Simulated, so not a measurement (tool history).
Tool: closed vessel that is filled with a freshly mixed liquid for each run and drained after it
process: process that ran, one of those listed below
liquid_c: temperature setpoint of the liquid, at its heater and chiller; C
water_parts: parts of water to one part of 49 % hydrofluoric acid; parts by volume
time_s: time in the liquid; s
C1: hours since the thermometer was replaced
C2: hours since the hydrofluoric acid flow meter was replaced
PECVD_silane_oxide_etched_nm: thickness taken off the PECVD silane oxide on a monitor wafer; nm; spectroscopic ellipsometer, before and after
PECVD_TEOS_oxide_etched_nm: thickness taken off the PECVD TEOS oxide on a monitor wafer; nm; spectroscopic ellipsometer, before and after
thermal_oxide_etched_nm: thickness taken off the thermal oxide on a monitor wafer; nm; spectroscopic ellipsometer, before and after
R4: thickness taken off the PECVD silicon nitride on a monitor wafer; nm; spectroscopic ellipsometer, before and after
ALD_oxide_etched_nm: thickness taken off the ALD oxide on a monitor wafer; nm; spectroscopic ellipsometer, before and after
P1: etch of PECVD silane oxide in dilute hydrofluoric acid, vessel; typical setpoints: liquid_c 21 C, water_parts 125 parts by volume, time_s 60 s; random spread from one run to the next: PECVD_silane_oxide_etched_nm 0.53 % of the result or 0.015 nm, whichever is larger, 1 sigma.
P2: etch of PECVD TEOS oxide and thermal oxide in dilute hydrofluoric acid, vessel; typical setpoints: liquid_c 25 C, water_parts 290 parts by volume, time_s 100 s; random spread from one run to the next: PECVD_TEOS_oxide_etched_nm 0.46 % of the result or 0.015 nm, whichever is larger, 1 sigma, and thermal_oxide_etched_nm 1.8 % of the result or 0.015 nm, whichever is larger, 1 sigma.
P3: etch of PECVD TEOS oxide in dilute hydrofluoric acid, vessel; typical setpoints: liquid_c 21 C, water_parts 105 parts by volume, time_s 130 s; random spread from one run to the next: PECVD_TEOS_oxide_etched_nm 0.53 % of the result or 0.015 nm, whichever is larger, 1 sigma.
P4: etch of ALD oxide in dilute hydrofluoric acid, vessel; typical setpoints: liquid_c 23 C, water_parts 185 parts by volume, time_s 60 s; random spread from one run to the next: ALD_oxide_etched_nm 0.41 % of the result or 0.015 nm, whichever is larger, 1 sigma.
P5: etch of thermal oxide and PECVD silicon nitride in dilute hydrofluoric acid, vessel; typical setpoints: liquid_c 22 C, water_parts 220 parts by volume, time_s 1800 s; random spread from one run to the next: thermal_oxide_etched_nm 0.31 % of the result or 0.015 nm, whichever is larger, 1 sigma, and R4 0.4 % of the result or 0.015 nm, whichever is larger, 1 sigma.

Run 1, hour 5.8: process P1, liquid_c 21 C, water_parts 125 parts by volume, time_s 60 s; C1 744.8; C2 317.4. Result: PECVD_silane_oxide_etched_nm 11.027 nm.
Run 2, hour 12.6: process P1, liquid_c 21 C, water_parts 125 parts by volume, time_s 60 s; C1 751.6; C2 324.2. Result: PECVD_silane_oxide_etched_nm 10.932 nm.
Run 3, hour 17.3: process P1, liquid_c 28 C, water_parts 125 parts by volume, time_s 60 s; C1 756.3; C2 328.9. Result: PECVD_silane_oxide_etched_nm 14.156 nm.
Run 4, hour 24.1: process P1, liquid_c 21 C, water_parts 125 parts by volume, time_s 85 s; C1 763.1; C2 335.7. Result: PECVD_silane_oxide_etched_nm 15.409 nm.
At hour 25.6: thermometer replaced.
Run 5, hour 28.3: process P1, liquid_c 17 C, water_parts 125 parts by volume, time_s 60 s; C1 2.8; C2 339.9. Result: PECVD_silane_oxide_etched_nm 9.3078 nm.
Run 6, hour 33: process P1, liquid_c 28 C, water_parts 125 parts by volume, time_s 100 s; C1 7.5; C2 344.6. Result: PECVD_silane_oxide_etched_nm 23.929 nm.
Run 7, hour 38.8: process P3, liquid_c 21 C, water_parts 105 parts by volume, time_s 30 s; C1 13.3; C2 350.4. Result: PECVD_TEOS_oxide_etched_nm 3.9811 nm.
Run 8, hour 45.1: process P2, liquid_c 25 C, water_parts 290 parts by volume, time_s 100 s; C1 19.6; C2 356.7. Result: PECVD_TEOS_oxide_etched_nm 6.1478 nm, thermal_oxide_etched_nm 1.3764 nm.
Run 9, hour 48.8: process P5, liquid_c 22 C, water_parts 220 parts by volume, time_s 3475 s; C1 23.3; C2 360.4. Result: thermal_oxide_etched_nm 58.039 nm, R4 42.576 nm.
Run 10, hour 55.5: process P1, liquid_c 21 C, water_parts 125 parts by volume, time_s 30 s; C1 30; C2 367.1. Result: PECVD_silane_oxide_etched_nm 5.4108 nm.
Run 11, hour 59.2: process P1, liquid_c 21 C, water_parts 125 parts by volume, time_s 60 s; C1 33.7; C2 370.8. Result: PECVD_silane_oxide_etched_nm 10.811 nm.
Run 12, hour 65.4: process P5, liquid_c 22 C, water_parts 365 parts by volume, time_s 1800 s; C1 39.9; C2 377. Result: thermal_oxide_etched_nm 15.895 nm, R4 13.498 nm.
Run 13, hour 69: process P4, liquid_c 23 C, water_parts 185 parts by volume, time_s 60 s; C1 43.5; C2 380.6. Result: ALD_oxide_etched_nm 7.707 nm.
Run 14, hour 72.7: process P1, liquid_c 21 C, water_parts 215 parts by volume, time_s 60 s; C1 47.2; C2 384.3. Result: PECVD_silane_oxide_etched_nm 5.7407 nm.
Run 15, hour 76.2: process P2, liquid_c 25 C, water_parts 290 parts by volume, time_s 100 s; C1 50.7; C2 387.8. Result: PECVD_TEOS_oxide_etched_nm 6.1307 nm, thermal_oxide_etched_nm 1.3458 nm.
Run 16, hour 80.2: process P2, liquid_c 25 C, water_parts 290 parts by volume, time_s 165 s; C1 54.7; C2 391.8. Result: PECVD_TEOS_oxide_etched_nm 10.189 nm, thermal_oxide_etched_nm 2.2155 nm.
Run 17, hour 84: process P2, liquid_c 25 C, water_parts 75 parts by volume, time_s 100 s; C1 58.5; C2 395.6. Result: PECVD_TEOS_oxide_etched_nm 30.247 nm, thermal_oxide_etched_nm 6.6267 nm.
Run 18, hour 91.1: process P4, liquid_c 17 C, water_parts 185 parts by volume, time_s 60 s; C1 65.6; C2 402.7. Result: ALD_oxide_etched_nm 6.0234 nm.
Run 19, hour 97.8: process P5, liquid_c 22 C, water_parts 220 parts by volume, time_s 1800 s; C1 72.3; C2 409.4. Result: thermal_oxide_etched_nm 30.015 nm, R4 22.061 nm.
Run 20, hour 101.8: process P5, liquid_c 22 C, water_parts 220 parts by volume, time_s 1800 s; C1 76.3; C2 413.4. Result: thermal_oxide_etched_nm 30.017 nm, R4 22.292 nm.
Run 21, hour 108.2: process P2, liquid_c 33.5 C, water_parts 290 parts by volume, time_s 100 s; C1 82.7; C2 419.8. Result: PECVD_TEOS_oxide_etched_nm 8.0901 nm, thermal_oxide_etched_nm 1.7584 nm.
Run 22, hour 111.4: process P3, liquid_c 21 C, water_parts 105 parts by volume, time_s 130 s; C1 85.9; C2 423. Result: PECVD_TEOS_oxide_etched_nm 17.281 nm.
Run 23, hour 114.6: process P5, liquid_c 17 C, water_parts 220 parts by volume, time_s 1800 s; C1 89.1; C2 426.2. Result: thermal_oxide_etched_nm 24.739 nm, R4 16.038 nm.
Run 24, hour 121.7: process P1, liquid_c 28.5 C, water_parts 40 parts by volume, time_s 60 s; C1 96.2; C2 433.3. Result: PECVD_silane_oxide_etched_nm 51.581 nm.
Run 25, hour 128.8: process P3, liquid_c 21 C, water_parts 190 parts by volume, time_s 130 s; C1 103.3; C2 440.4. Result: PECVD_TEOS_oxide_etched_nm 8.7819 nm.
Run 26, hour 133.8: process P1, liquid_c 21 C, water_parts 125 parts by volume, time_s 60 s; C1 108.3; C2 445.4. Result: PECVD_silane_oxide_etched_nm 10.888 nm.
Run 27, hour 140.6: process P1, liquid_c 21 C, water_parts 55 parts by volume, time_s 60 s; C1 115.1; C2 452.2. Result: PECVD_silane_oxide_etched_nm 27.026 nm.
Run 28, hour 144.5: process P4, liquid_c 23 C, water_parts 35 parts by volume, time_s 60 s; C1 119; C2 456.1. Result: ALD_oxide_etched_nm 48.254 nm.
Run 29, hour 151.4: process P1, liquid_c 17 C, water_parts 50 parts by volume, time_s 60 s; C1 125.9; C2 463. Result: PECVD_silane_oxide_etched_nm 25.297 nm.
Run 30, hour 155.9: process P3, liquid_c 27 C, water_parts 105 parts by volume, time_s 130 s; C1 130.4; C2 467.5. Result: PECVD_TEOS_oxide_etched_nm 21.955 nm.
Run 31, hour 159.8: process P4, liquid_c 23 C, water_parts 185 parts by volume, time_s 30 s; C1 134.3; C2 471.4. Result: ALD_oxide_etched_nm 3.8037 nm.
Run 32, hour 166.7: process P1, liquid_c 21 C, water_parts 125 parts by volume, time_s 60 s; C1 141.2; C2 478.3. Result: PECVD_silane_oxide_etched_nm 10.936 nm.
Run 33, hour 171.9: process P1, liquid_c 21 C, water_parts 125 parts by volume, time_s 60 s; C1 146.4; C2 483.5. Result: PECVD_silane_oxide_etched_nm 10.502 nm.
Run 34, hour 176.3: process P1, liquid_c 21 C, water_parts 125 parts by volume, time_s 60 s; C1 150.8; C2 487.9. Result: PECVD_silane_oxide_etched_nm 10.294 nm.
Run 35, hour 183.6: process P1, liquid_c 21 C, water_parts 125 parts by volume, time_s 60 s; C1 158.1; C2 495.2. Result: PECVD_silane_oxide_etched_nm 10.055 nm.
Run 36, hour 188.3: process P1, liquid_c 21 C, water_parts 125 parts by volume, time_s 60 s; C1 162.8; C2 499.9. Result: PECVD_silane_oxide_etched_nm 10.107 nm.
Run 37, hour 194.2: process P1, liquid_c 21 C, water_parts 125 parts by volume, time_s 60 s; C1 168.7; C2 505.8. Result: PECVD_silane_oxide_etched_nm 10.054 nm.
Run 38, hour 198.3: process P1, liquid_c 21 C, water_parts 125 parts by volume, time_s 60 s; C1 172.8; C2 509.9. Result: PECVD_silane_oxide_etched_nm 10.045 nm.

What P1 gives has crept away from where it was. These 2 causes fit the log equally well, each at the size given:
A: liquid colder than its thermometer reads (K) = 2.16
B: hydrofluoric acid flow below the setpoint (%) = 7.36
At approximately hour 166.7, the process output began to creep.

Consider the 4 single-wafer check runs listed below, results given as question marks: which one distinguishes between the causes by giving clearly different results for each?
Run check 1, hour 202.4: process P3, liquid_c 24 C, water_parts 185 parts by volume, time_s 130 s. Result: PECVD_TEOS_oxide_etched_nm ?.
Run check 2, hour 202.4: process P4, liquid_c 23 C, water_parts 90 parts by volume, time_s 30 s. Result: ALD_oxide_etched_nm ?.
Run check 3, hour 202.4: process P2, liquid_c 33 C, water_parts 100 parts by volume, time_s 100 s. Result: PECVD_TEOS_oxide_etched_nm ?, thermal_oxide_etched_nm ?.
Run check 4, hour 202.4: process P5, liquid_c 17 C, water_parts 220 parts by volume, time_s 1800 s. Result: thermal_oxide_etched_nm ?, R4 ?.

What each check would give under each cause:
  check                      result    if A    if B
check 1  PECVD_TEOS_oxide_etched_nm  9.3009  9.2007
check 2         ALD_oxide_etched_nm  7.9999  8.0215
check 3  PECVD_TEOS_oxide_etched_nm   27.53  27.289
check 3     thermal_oxide_etched_nm  6.0941  6.0408
check 4     thermal_oxide_etched_nm  22.747  22.617
check 4                          R4  13.813  14.862
Minimum pairwise separation of causes per check, each pair taken at its best-separating result: check 1 1.08 %; check 2 0.27 %; check 3 0.88 %; check 4 7.32 %
The other checks would show nearly matching results whichever cause is true, so check 4 is the only one that separates the causes.

Running check 4 produced the following: thermal_oxide_etched_nm 22.85 nm; R4 13.811 nm. Which one of the listed causes fits?

It was cause A: liquid colder than its thermometer reads (K).
